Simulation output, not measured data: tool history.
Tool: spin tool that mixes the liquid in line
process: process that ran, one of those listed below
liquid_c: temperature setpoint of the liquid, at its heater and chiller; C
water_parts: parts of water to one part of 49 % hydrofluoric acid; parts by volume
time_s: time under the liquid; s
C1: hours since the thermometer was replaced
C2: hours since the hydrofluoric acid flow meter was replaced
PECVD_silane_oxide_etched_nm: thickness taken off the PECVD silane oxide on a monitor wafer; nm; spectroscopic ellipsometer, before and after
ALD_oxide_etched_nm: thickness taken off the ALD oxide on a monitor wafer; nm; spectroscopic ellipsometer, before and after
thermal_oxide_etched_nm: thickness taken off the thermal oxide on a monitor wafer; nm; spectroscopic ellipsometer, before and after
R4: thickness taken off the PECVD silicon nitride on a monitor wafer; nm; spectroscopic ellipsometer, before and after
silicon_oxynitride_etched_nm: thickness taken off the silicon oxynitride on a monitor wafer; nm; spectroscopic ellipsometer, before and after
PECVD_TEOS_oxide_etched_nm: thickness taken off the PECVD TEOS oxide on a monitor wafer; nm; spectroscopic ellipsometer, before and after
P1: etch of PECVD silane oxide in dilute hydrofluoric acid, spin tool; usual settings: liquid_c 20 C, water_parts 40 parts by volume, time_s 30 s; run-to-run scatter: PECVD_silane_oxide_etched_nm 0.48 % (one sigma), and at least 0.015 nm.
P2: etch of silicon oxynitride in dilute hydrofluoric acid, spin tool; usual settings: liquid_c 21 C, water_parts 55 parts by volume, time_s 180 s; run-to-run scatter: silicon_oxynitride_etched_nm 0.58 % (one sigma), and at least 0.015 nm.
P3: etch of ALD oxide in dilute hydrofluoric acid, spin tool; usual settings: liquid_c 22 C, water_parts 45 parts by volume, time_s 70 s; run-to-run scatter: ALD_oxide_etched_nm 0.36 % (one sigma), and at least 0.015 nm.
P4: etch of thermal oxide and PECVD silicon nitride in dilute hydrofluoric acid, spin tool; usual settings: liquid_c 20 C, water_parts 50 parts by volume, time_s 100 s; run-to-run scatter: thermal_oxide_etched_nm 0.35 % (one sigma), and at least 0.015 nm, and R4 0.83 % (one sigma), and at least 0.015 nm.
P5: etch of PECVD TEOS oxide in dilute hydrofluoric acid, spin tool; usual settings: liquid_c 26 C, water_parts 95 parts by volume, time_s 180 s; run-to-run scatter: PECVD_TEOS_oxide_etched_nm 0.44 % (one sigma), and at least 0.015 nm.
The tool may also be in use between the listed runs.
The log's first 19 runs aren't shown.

{"run": 20, "hour": 71.5, "process": "P1", "liquid_c": 20, "water_parts": 40, "time_s": 50, "C1": 932.9, "C2": 1288.9, "PECVD_silane_oxide_etched_nm": 53.865}
{"run": 21, "hour": 74.7, "process": "P1", "liquid_c": 26, "water_parts": 40, "time_s": 30, "C1": 936.1, "C2": 1292.1, "PECVD_silane_oxide_etched_nm": 42.24}
{"run": 22, "hour": 78.2, "process": "P3", "liquid_c": 22, "water_parts": 45, "time_s": 135, "C1": 939.6, "C2": 1295.6, "ALD_oxide_etched_nm": 42.84}
{"run": 23, "hour": 81.7, "process": "P5", "liquid_c": 26, "water_parts": 95, "time_s": 180, "C1": 943.1, "C2": 1299.1, "PECVD_TEOS_oxide_etched_nm": 18.695}
{"run": 24, "hour": 84.9, "process": "P2", "liquid_c": 21, "water_parts": 55, "time_s": 180, "C1": 946.3, "C2": 1302.3, "silicon_oxynitride_etched_nm": 8.6078}
{"run": 25, "hour": 89.5, "process": "P1", "liquid_c": 20, "water_parts": 70, "time_s": 60, "C1": 950.9, "C2": 1306.9, "PECVD_silane_oxide_etched_nm": 35.804}
{"run": 26, "hour": 92.9, "process": "P1", "liquid_c": 20, "water_parts": 40, "time_s": 30, "C1": 954.3, "C2": 1310.3, "PECVD_silane_oxide_etched_nm": 32.422}
{"run": 27, "hour": 97.0, "process": "P4", "liquid_c": 24, "water_parts": 50, "time_s": 100, "C1": 958.4, "C2": 1314.4, "thermal_oxide_etched_nm": 9.7463, "R4": 3.5039}
{"run": 28, "hour": 101.6, "process": "P5", "liquid_c": 26, "water_parts": 95, "time_s": 180, "C1": 963, "C2": 1319, "PECVD_TEOS_oxide_etched_nm": 18.612}
{"run": 29, "hour": 105.8, "process": "P1", "liquid_c": 20, "water_parts": 40, "time_s": 30, "C1": 967.2, "C2": 1323.2, "PECVD_silane_oxide_etched_nm": 32.542}
{"run": 30, "hour": 109.6, "process": "P2", "liquid_c": 21, "water_parts": 55, "time_s": 65, "C1": 971, "C2": 1327, "silicon_oxynitride_etched_nm": 3.0779}
{"run": 31, "hour": 112.6, "process": "P5", "liquid_c": 18.5, "water_parts": 95, "time_s": 180, "C1": 974, "C2": 1330, "PECVD_TEOS_oxide_etched_nm": 13.74}

The next listed run, before its measurement:
{"run": 32, "hour": 115.5, "process": "P2", "liquid_c": 25.5, "water_parts": 55, "time_s": 180, "C1": 976.9, "C2": 1332.9, "silicon_oxynitride_etched_nm": "?"}

{"run 32": {"silicon_oxynitride_etched_nm": 10.667}}
